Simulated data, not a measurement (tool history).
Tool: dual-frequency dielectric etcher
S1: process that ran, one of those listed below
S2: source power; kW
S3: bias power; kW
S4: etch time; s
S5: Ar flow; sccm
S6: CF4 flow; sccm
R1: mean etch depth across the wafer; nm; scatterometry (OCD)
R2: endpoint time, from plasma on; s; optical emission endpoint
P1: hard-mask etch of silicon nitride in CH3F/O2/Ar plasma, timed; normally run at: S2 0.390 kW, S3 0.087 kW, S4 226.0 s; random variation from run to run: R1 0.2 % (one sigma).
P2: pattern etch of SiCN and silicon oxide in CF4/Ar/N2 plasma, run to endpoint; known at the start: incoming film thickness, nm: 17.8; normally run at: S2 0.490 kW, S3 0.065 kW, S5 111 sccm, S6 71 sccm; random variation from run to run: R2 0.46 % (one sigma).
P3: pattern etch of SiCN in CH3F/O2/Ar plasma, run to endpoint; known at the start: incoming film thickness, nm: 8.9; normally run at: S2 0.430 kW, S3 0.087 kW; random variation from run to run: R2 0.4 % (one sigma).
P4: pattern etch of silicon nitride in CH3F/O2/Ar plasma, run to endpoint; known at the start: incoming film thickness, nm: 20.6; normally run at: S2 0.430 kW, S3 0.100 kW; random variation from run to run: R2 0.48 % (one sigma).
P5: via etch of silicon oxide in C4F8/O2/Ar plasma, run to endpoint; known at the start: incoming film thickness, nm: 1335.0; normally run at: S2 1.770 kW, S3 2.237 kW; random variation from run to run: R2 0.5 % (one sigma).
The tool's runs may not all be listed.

Run 1, hour 10.9: S1 P1, S2 0.390 kW, S3 0.087 kW, S4 226.0 s. Result: R1 165.830 nm.
Run 2, hour 24.7: S1 P2, S2 0.490 kW, S3 0.065 kW, S5 111 sccm, S6 71 sccm. Result: R2 19.221 s.
Run 3, hour 33.2: S1 P2, S2 0.490 kW, S3 0.065 kW, S5 111 sccm, S6 71 sccm. Result: R2 19.170 s.
Run 4, hour 44.0: S1 P1, S2 0.390 kW, S3 0.087 kW, S4 124.5 s. Result: R1 91.345 nm.
Run 5, hour 52.5: S1 P3, S2 0.430 kW, S3 0.054 kW. Result: R2 26.416 s.
Run 6, hour 64.4: S1 P5, S2 1.770 kW, S3 2.237 kW. Result: R2 267.070 s.
Run 7, hour 76.4: S1 P1, S2 0.390 kW, S3 0.056 kW, S4 226.0 s. Result: R1 142.360 nm.
Run 8, hour 83.1: S1 P4, S2 0.250 kW, S3 0.100 kW. Result: R2 30.657 s.
Run 9, hour 97.3: S1 P1, S2 0.390 kW, S3 0.087 kW, S4 226.0 s. Result: R1 165.520 nm.
Run 10, hour 108.2: S1 P2, S2 0.680 kW, S3 0.065 kW, S5 111 sccm, S6 71 sccm. Result: R2 14.394 s.
Run 11, hour 119.9: S1 P2, S2 0.490 kW, S3 0.065 kW, S5 111 sccm, S6 88 sccm. Result: R2 18.588 s.
Run 12, hour 131.2: S1 P4, S2 0.430 kW, S3 0.065 kW. Result: R2 29.399 s.
Run 13, hour 139.7: S1 P1, S2 0.470 kW, S3 0.066 kW, S4 226.0 s. Result: R1 161.520 nm.
Run 14, hour 148.9: S1 P1, S2 0.390 kW, S3 0.087 kW, S4 300.5 s. Result: R1 219.870 nm.
Run 15, hour 161.2: S1 P1, S2 0.390 kW, S3 0.116 kW, S4 298.5 s. Result: R1 244.000 nm.
Run 16, hour 171.4: S1 P1, S2 0.390 kW, S3 0.087 kW, S4 226.0 s. Result: R1 165.340 nm.
Run 17, hour 183.3: S1 P1, S2 0.390 kW, S3 0.107 kW, S4 226.0 s. Result: R1 178.480 nm.
Run 18, hour 197.1: S1 P3, S2 0.250 kW, S3 0.087 kW. Result: R2 27.260 s.
Run 19, hour 206.2: S1 P5, S2 1.770 kW, S3 3.135 kW. Result: R2 240.230 s.
Run 20, hour 214.6: S1 P1, S2 0.520 kW, S3 0.087 kW, S4 226.0 s. Result: R1 184.810 nm.
Run 21, hour 226.2: S1 P1, S2 0.390 kW, S3 0.087 kW, S4 226.0 s. Result: R1 165.690 nm.
Run 22, hour 238.8: S1 P1, S2 0.390 kW, S3 0.087 kW, S4 226.0 s. Result: R1 165.570 nm.
Run 23, hour 247.1: S1 P4, S2 0.430 kW, S3 0.100 kW. Result: R2 25.155 s.
Run 24, hour 254.1: S1 P1, S2 0.390 kW, S3 0.105 kW, S4 140.0 s. Result: R1 110.280 nm.
Run 25, hour 266.9: S1 P2, S2 0.490 kW, S3 0.065 kW, S5 74 sccm, S6 71 sccm. Result: R2 18.046 s.
Run 26, hour 274.1: S1 P1, S2 0.250 kW, S3 0.087 kW, S4 226.0 s. Result: R1 139.880 nm.
At hour 285.7: bias power generator calibrated.
Run 27, hour 287.0: S1 P5, S2 1.450 kW, S3 2.237 kW. Result: R2 288.730 s.
Run 28, hour 295.3: S1 P1, S2 0.390 kW, S3 0.087 kW, S4 226.0 s. Result: R1 165.210 nm.
Run 29, hour 308.1: S1 P3, S2 0.430 kW, S3 0.087 kW. Result: R2 22.193 s.
Run 30, hour 315.3: S1 P1, S2 0.390 kW, S3 0.087 kW, S4 226.0 s. Result: R1 165.180 nm.
Run 31, hour 324.8: S1 P2, S2 0.490 kW, S3 0.082 kW, S5 111 sccm, S6 71 sccm. Result: R2 17.768 s.
Run 32, hour 333.6: S1 P1, S2 0.390 kW, S3 0.087 kW, S4 226.0 s. Result: R1 165.680 nm.
Run 33, hour 345.4: S1 P1, S2 0.390 kW, S3 0.087 kW, S4 226.0 s. Result: R1 166.630 nm.
Run 34, hour 355.5: S1 P1, S2 0.390 kW, S3 0.087 kW, S4 226.0 s. Result: R1 167.150 nm.
Run 35, hour 370.0: S1 P1, S2 0.390 kW, S3 0.087 kW, S4 226.0 s. Result: R1 167.950 nm.
At hour 378.2: wet clean of the chamber.
Run 36, hour 384.0: S1 P1, S2 0.390 kW, S3 0.087 kW, S4 226.0 s. Result: R1 167.560 nm.
Run 37, hour 391.3: S1 P1, S2 0.390 kW, S3 0.087 kW, S4 226.0 s. Result: R1 167.940 nm.
Run 38, hour 403.6: S1 P1, S2 0.390 kW, S3 0.087 kW, S4 226.0 s. Result: R1 168.550 nm.

Forecast run 39:
Run 39, hour 412.4: S1 P1, S2 0.390 kW, S3 0.087 kW, S4 226.0 s. Result: R1 ?.

R1: 167.340 nm

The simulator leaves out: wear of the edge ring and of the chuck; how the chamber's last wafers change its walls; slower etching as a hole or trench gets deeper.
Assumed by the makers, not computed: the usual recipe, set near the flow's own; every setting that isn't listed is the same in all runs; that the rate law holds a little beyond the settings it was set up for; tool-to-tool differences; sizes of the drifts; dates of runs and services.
